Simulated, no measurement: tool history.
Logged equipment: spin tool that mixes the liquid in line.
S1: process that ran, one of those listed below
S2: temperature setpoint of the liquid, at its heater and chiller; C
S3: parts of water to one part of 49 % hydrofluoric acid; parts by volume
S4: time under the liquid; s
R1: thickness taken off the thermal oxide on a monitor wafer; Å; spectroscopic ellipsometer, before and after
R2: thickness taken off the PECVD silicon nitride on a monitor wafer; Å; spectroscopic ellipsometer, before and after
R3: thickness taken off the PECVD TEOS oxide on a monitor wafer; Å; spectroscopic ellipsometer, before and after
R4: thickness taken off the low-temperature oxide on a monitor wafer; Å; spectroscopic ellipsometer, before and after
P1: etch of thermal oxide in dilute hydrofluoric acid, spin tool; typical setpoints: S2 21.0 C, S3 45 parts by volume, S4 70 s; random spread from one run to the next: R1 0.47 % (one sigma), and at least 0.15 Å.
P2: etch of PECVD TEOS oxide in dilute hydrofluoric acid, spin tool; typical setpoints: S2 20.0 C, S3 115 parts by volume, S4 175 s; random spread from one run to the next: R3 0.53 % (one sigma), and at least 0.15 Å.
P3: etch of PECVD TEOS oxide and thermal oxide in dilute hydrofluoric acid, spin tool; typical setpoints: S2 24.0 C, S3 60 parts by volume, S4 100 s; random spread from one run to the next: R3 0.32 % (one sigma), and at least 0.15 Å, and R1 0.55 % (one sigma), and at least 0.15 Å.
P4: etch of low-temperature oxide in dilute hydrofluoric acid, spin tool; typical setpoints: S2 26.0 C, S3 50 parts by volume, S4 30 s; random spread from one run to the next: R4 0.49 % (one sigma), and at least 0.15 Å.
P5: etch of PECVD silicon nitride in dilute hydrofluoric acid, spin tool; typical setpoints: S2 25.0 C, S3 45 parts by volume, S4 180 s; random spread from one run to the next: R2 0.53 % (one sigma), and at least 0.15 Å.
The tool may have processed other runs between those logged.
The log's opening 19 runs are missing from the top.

{"run": 20, "hour": 258.7, "S1": "P2", "S2": 20.0, "S3": 115, "S4": 175, "R3": 293.09}
{"run": 21, "hour": 275.8, "S1": "P1", "S2": 21.0, "S3": 45, "S4": 70, "R1": 71.645}
{"run": 22, "hour": 289.8, "S1": "P2", "S2": 26.5, "S3": 115, "S4": 175, "R3": 379.97}
{"run": 23, "hour": 304.5, "S1": "P1", "S2": 17.0, "S3": 45, "S4": 70, "R1": 60.371}
{"run": 24, "hour": 318.0, "S1": "P4", "S2": 26.0, "S3": 80, "S4": 30, "R4": 80.61}
{"hour": 322.1, "done": "hydrofluoric acid flow meter replaced"}
{"run": 25, "hour": 331.3, "S1": "P4", "S2": 26.0, "S3": 50, "S4": 60, "R4": 270.19}
{"run": 26, "hour": 346.8, "S1": "P1", "S2": 21.0, "S3": 45, "S4": 70, "R1": 71.324}
{"run": 27, "hour": 355.2, "S1": "P5", "S2": 25.0, "S3": 70, "S4": 180, "R2": 105.71}
{"run": 28, "hour": 367.4, "S1": "P3", "S2": 24.0, "S3": 60, "S4": 100, "R1": 83.031, "R3": 155.25}
{"run": 29, "hour": 382.9, "S1": "P3", "S2": 17.0, "S3": 60, "S4": 100, "R1": 61.386, "R3": 115.57}
{"run": 30, "hour": 391.8, "S1": "P5", "S2": 25.0, "S3": 45, "S4": 180, "R2": 161.24}
{"run": 31, "hour": 407.8, "S1": "P1", "S2": 21.0, "S3": 45, "S4": 15, "R1": 15.315}
{"run": 32, "hour": 423.4, "S1": "P1", "S2": 21.0, "S3": 45, "S4": 70, "R1": 70.94}
{"run": 33, "hour": 436.7, "S1": "P1", "S2": 21.0, "S3": 45, "S4": 70, "R1": 72.01}
{"run": 34, "hour": 449.6, "S1": "P1", "S2": 21.0, "S3": 45, "S4": 70, "R1": 73.777}
{"run": 35, "hour": 458.5, "S1": "P1", "S2": 21.0, "S3": 45, "S4": 70, "R1": 74.668}
{"run": 36, "hour": 468.3, "S1": "P1", "S2": 21.0, "S3": 45, "S4": 70, "R1": 75.276}

Expected results for the next run?
{"run": 37, "hour": 485.1, "S1": "P1", "S2": 21.0, "S3": 45, "S4": 70, "R1": "?"}

{"run 37": {"R1": 75.805}}
